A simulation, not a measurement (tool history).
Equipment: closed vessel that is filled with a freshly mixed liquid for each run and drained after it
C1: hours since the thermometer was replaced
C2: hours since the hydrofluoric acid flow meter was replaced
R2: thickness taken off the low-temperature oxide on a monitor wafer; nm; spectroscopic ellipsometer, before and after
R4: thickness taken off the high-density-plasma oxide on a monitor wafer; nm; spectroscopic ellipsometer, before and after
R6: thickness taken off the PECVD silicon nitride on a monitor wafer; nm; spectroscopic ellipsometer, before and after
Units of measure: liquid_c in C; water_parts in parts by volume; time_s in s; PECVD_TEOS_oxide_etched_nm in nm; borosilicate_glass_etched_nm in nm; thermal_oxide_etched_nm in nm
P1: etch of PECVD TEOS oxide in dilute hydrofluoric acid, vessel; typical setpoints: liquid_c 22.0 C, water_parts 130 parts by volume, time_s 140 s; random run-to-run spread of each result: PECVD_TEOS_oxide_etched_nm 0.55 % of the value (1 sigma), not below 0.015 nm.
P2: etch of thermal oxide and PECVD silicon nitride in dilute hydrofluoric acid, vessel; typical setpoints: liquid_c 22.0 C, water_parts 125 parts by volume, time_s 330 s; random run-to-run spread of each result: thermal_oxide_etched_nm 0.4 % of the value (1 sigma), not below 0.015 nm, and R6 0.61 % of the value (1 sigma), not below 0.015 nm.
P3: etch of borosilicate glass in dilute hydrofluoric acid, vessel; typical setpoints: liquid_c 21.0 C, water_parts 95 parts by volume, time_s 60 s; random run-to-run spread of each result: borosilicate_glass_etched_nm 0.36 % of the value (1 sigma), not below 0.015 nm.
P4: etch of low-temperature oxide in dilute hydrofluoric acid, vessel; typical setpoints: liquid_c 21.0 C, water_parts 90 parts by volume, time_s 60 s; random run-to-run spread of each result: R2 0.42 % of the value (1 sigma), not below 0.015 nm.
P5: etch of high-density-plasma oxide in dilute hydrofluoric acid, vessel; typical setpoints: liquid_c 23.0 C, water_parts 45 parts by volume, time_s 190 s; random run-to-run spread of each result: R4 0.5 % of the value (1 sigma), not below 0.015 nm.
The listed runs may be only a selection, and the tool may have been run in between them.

Run 1, hour 6.4: process P1, liquid_c 22.0 C, water_parts 130 parts by volume, time_s 140 s; C1 418.0; C2 291.9. Result: PECVD_TEOS_oxide_etched_nm 21.6720 nm.
Run 2, hour 14.1: process P1, liquid_c 22.0 C, water_parts 130 parts by volume, time_s 140 s; C1 425.7; C2 299.6. Result: PECVD_TEOS_oxide_etched_nm 21.5950 nm.
Run 3, hour 19.7: process P1, liquid_c 22.0 C, water_parts 130 parts by volume, time_s 270 s; C1 431.3; C2 305.2. Result: PECVD_TEOS_oxide_etched_nm 41.3660 nm.
Run 4, hour 27.3: process P1, liquid_c 22.0 C, water_parts 130 parts by volume, time_s 140 s; C1 438.9; C2 312.8. Result: PECVD_TEOS_oxide_etched_nm 21.3240 nm.
Run 5, hour 34.5: process P4, liquid_c 21.0 C, water_parts 150 parts by volume, time_s 60 s; C1 446.1; C2 320.0. Result: R2 9.3720 nm.
Run 6, hour 40.5: process P3, liquid_c 21.0 C, water_parts 25 parts by volume, time_s 60 s; C1 452.1; C2 326.0. Result: borosilicate_glass_etched_nm 96.499 nm.
Run 7, hour 44.7: process P3, liquid_c 21.0 C, water_parts 95 parts by volume, time_s 60 s; C1 456.3; C2 330.2. Result: borosilicate_glass_etched_nm 23.442 nm.
Run 8, hour 50.8: process P5, liquid_c 23.0 C, water_parts 20 parts by volume, time_s 190 s; C1 462.4; C2 336.3. Result: R4 91.586 nm.
Run 9, hour 58.5: process P2, liquid_c 22.0 C, water_parts 125 parts by volume, time_s 330 s; C1 470.1; C2 344.0. Result: thermal_oxide_etched_nm 10.8610 nm, R6 4.4037 nm.
Run 10, hour 63.2: process P5, liquid_c 23.0 C, water_parts 45 parts by volume, time_s 190 s; C1 474.8; C2 348.7. Result: R4 39.003 nm.
Run 11, hour 70.2: process P1, liquid_c 22.0 C, water_parts 65 parts by volume, time_s 140 s; C1 481.8; C2 355.7. Result: PECVD_TEOS_oxide_etched_nm 46.3540 nm.
Run 12, hour 74.7: process P1, liquid_c 30.0 C, water_parts 130 parts by volume, time_s 140 s; C1 486.3; C2 360.2. Result: PECVD_TEOS_oxide_etched_nm 29.3220 nm.
Run 13, hour 78.6: process P4, liquid_c 21.0 C, water_parts 90 parts by volume, time_s 60 s; C1 490.2; C2 364.1. Result: R2 16.8710 nm.
Run 14, hour 84.3: process P1, liquid_c 22.0 C, water_parts 130 parts by volume, time_s 50 s; C1 495.9; C2 369.8. Result: PECVD_TEOS_oxide_etched_nm 7.6411 nm.
Run 15, hour 91.0: process P1, liquid_c 22.0 C, water_parts 130 parts by volume, time_s 140 s; C1 502.6; C2 376.5. Result: PECVD_TEOS_oxide_etched_nm 21.6350 nm.
Run 16, hour 98.9: process P4, liquid_c 21.0 C, water_parts 90 parts by volume, time_s 60 s; C1 510.5; C2 384.4. Result: R2 16.8810 nm.
Run 17, hour 105.0: process P2, liquid_c 22.0 C, water_parts 45 parts by volume, time_s 330 s; C1 516.6; C2 390.5. Result: thermal_oxide_etched_nm 33.2580 nm, R6 11.8790 nm.
Run 18, hour 109.6: process P5, liquid_c 23.0 C, water_parts 45 parts by volume, time_s 370 s; C1 521.2; C2 395.1. Result: R4 75.631 nm.
Run 19, hour 115.6: process P1, liquid_c 22.0 C, water_parts 235 parts by volume, time_s 140 s; C1 527.2; C2 401.1. Result: PECVD_TEOS_oxide_etched_nm 10.7610 nm.
Run 20, hour 122.3: process P5, liquid_c 19.0 C, water_parts 45 parts by volume, time_s 190 s; C1 533.9; C2 407.8. Result: R4 33.018 nm.
Run 21, hour 129.4: process P3, liquid_c 21.0 C, water_parts 95 parts by volume, time_s 90 s; C1 541.0; C2 414.9. Result: borosilicate_glass_etched_nm 34.864 nm.
Run 22, hour 133.4: process P1, liquid_c 29.5 C, water_parts 130 parts by volume, time_s 215 s; C1 545.0; C2 418.9. Result: PECVD_TEOS_oxide_etched_nm 44.0210 nm.
Run 23, hour 137.9: process P2, liquid_c 22.0 C, water_parts 125 parts by volume, time_s 185 s; C1 549.5; C2 423.4. Result: thermal_oxide_etched_nm 6.1090 nm, R6 2.4828 nm.
Run 24, hour 145.9: process P2, liquid_c 17.0 C, water_parts 125 parts by volume, time_s 330 s; C1 557.5; C2 431.4. Result: thermal_oxide_etched_nm 8.9202 nm, R6 3.1067 nm.
Run 25, hour 150.9: process P1, liquid_c 22.0 C, water_parts 35 parts by volume, time_s 50 s; C1 562.5; C2 436.4. Result: PECVD_TEOS_oxide_etched_nm 32.1010 nm.
Run 26, hour 154.9: process P4, liquid_c 21.0 C, water_parts 90 parts by volume, time_s 35 s; C1 566.5; C2 440.4. Result: R2 9.8718 nm.
Run 27, hour 159.8: process P5, liquid_c 23.0 C, water_parts 45 parts by volume, time_s 190 s; C1 571.4; C2 445.3. Result: R4 39.254 nm.
Run 28, hour 164.4: process P3, liquid_c 28.0 C, water_parts 95 parts by volume, time_s 60 s; C1 576.0; C2 449.9. Result: borosilicate_glass_etched_nm 30.760 nm.
Run 29, hour 171.4: process P1, liquid_c 17.0 C, water_parts 130 parts by volume, time_s 140 s; C1 583.0; C2 456.9. Result: PECVD_TEOS_oxide_etched_nm 17.5430 nm.
Run 30, hour 176.0: process P3, liquid_c 21.0 C, water_parts 95 parts by volume, time_s 60 s; C1 587.6; C2 461.5. Result: borosilicate_glass_etched_nm 23.283 nm.
Run 31, hour 181.5: process P1, liquid_c 22.0 C, water_parts 130 parts by volume, time_s 140 s; C1 593.1; C2 467.0. Result: PECVD_TEOS_oxide_etched_nm 21.6460 nm.
Run 32, hour 187.9: process P1, liquid_c 22.0 C, water_parts 60 parts by volume, time_s 40 s; C1 599.5; C2 473.4. Result: PECVD_TEOS_oxide_etched_nm 14.5100 nm.
Run 33, hour 191.9: process P1, liquid_c 22.0 C, water_parts 130 parts by volume, time_s 140 s; C1 603.5; C2 477.4. Result: PECVD_TEOS_oxide_etched_nm 21.6700 nm.
Run 34, hour 198.4: process P4, liquid_c 28.5 C, water_parts 90 parts by volume, time_s 60 s; C1 610.0; C2 483.9. Result: R2 22.6570 nm.
Run 35, hour 203.3: process P1, liquid_c 22.0 C, water_parts 130 parts by volume, time_s 140 s; C1 614.9; C2 488.8. Result: PECVD_TEOS_oxide_etched_nm 21.5240 nm.
Run 36, hour 208.2: process P1, liquid_c 22.0 C, water_parts 130 parts by volume, time_s 140 s; C1 619.8; C2 493.7. Result: PECVD_TEOS_oxide_etched_nm 21.0720 nm.
Run 37, hour 212.5: process P1, liquid_c 22.0 C, water_parts 130 parts by volume, time_s 140 s; C1 624.1; C2 498.0. Result: PECVD_TEOS_oxide_etched_nm 21.0770 nm.
Run 38, hour 220.6: process P1, liquid_c 22.0 C, water_parts 130 parts by volume, time_s 140 s; C1 632.2; C2 506.1. Result: PECVD_TEOS_oxide_etched_nm 20.4880 nm.
Run 39, hour 225.3: process P1, liquid_c 22.0 C, water_parts 130 parts by volume, time_s 140 s; C1 636.9; C2 510.8. Result: PECVD_TEOS_oxide_etched_nm 20.4740 nm.
Run 40, hour 232.9: process P1, liquid_c 22.0 C, water_parts 130 parts by volume, time_s 140 s; C1 644.5; C2 518.4. Result: PECVD_TEOS_oxide_etched_nm 20.1810 nm.
Run 41, hour 240.5: process P1, liquid_c 22.0 C, water_parts 130 parts by volume, time_s 140 s; C1 652.1; C2 526.0. Result: PECVD_TEOS_oxide_etched_nm 20.2700 nm.
Run 42, hour 244.2: process P1, liquid_c 22.0 C, water_parts 130 parts by volume, time_s 140 s; C1 655.8; C2 529.7. Result: PECVD_TEOS_oxide_etched_nm 20.3120 nm.
Run 43, hour 249.8: process P1, liquid_c 22.0 C, water_parts 130 parts by volume, time_s 140 s; C1 661.4; C2 535.3. Result: PECVD_TEOS_oxide_etched_nm 20.1910 nm.
Run 44, hour 256.0: process P1, liquid_c 22.0 C, water_parts 130 parts by volume, time_s 140 s; C1 667.6; C2 541.5. Result: PECVD_TEOS_oxide_etched_nm 20.2570 nm.
Run 45, hour 261.0: process P1, liquid_c 22.0 C, water_parts 130 parts by volume, time_s 140 s; C1 672.6; C2 546.5. Result: PECVD_TEOS_oxide_etched_nm 20.1080 nm.

The output of P1 has drifted from where it used to be. Each of the 2 causes below, taken at the size shown beside it, accounts for the log equally well:
A: hydrofluoric acid flow below the setpoint (%) = 5.62
B: liquid colder than its thermometer reads (K) = 1.67
Onset of the creep was near hour 203.3.

Below are 4 check runs, each on a single wafer, with their results shown as question marks. Which of them would tell the listed causes apart, meaning the causes would give clearly different results under it?
Run check 1, hour 266.0: process P5, liquid_c 23.0 C, water_parts 45 parts by volume, time_s 190 s. Result: R4 ?.
Run check 2, hour 266.0: process P4, liquid_c 21.0 C, water_parts 90 parts by volume, time_s 60 s. Result: R2 ?.
Run check 3, hour 266.0: process P3, liquid_c 21.0 C, water_parts 95 parts by volume, time_s 60 s. Result: borosilicate_glass_etched_nm ?.
Run check 4, hour 266.0: process P2, liquid_c 22.0 C, water_parts 125 parts by volume, time_s 330 s. Result: thermal_oxide_etched_nm ?, R6 ?.

What every check run would give for each of its results, assuming each possible cause in turn:
  check                        result     if A     if B
check 1                            R4   36.796   36.479
check 2                            R2  15.8150  15.7380
check 3  borosilicate_glass_etched_nm   21.822   21.728
check 4       thermal_oxide_etched_nm  10.1930  10.1870
check 4                            R6   4.1491   3.9281
Minimum pairwise separation of causes per check, each pair taken at its best-separating result: check 1 0.87 %; check 2 0.49 %; check 3 0.43 %; check 4 5.47 %
Only in check 4 would the causes give clearly different results; in the remaining checks their results would be nearly the same.

After running check 4, the following was obtained: thermal_oxide_etched_nm 10.2300 nm; R6 4.1208 nm. Which cause does this point to?

It was cause A: hydrofluoric acid flow below the setpoint (%).
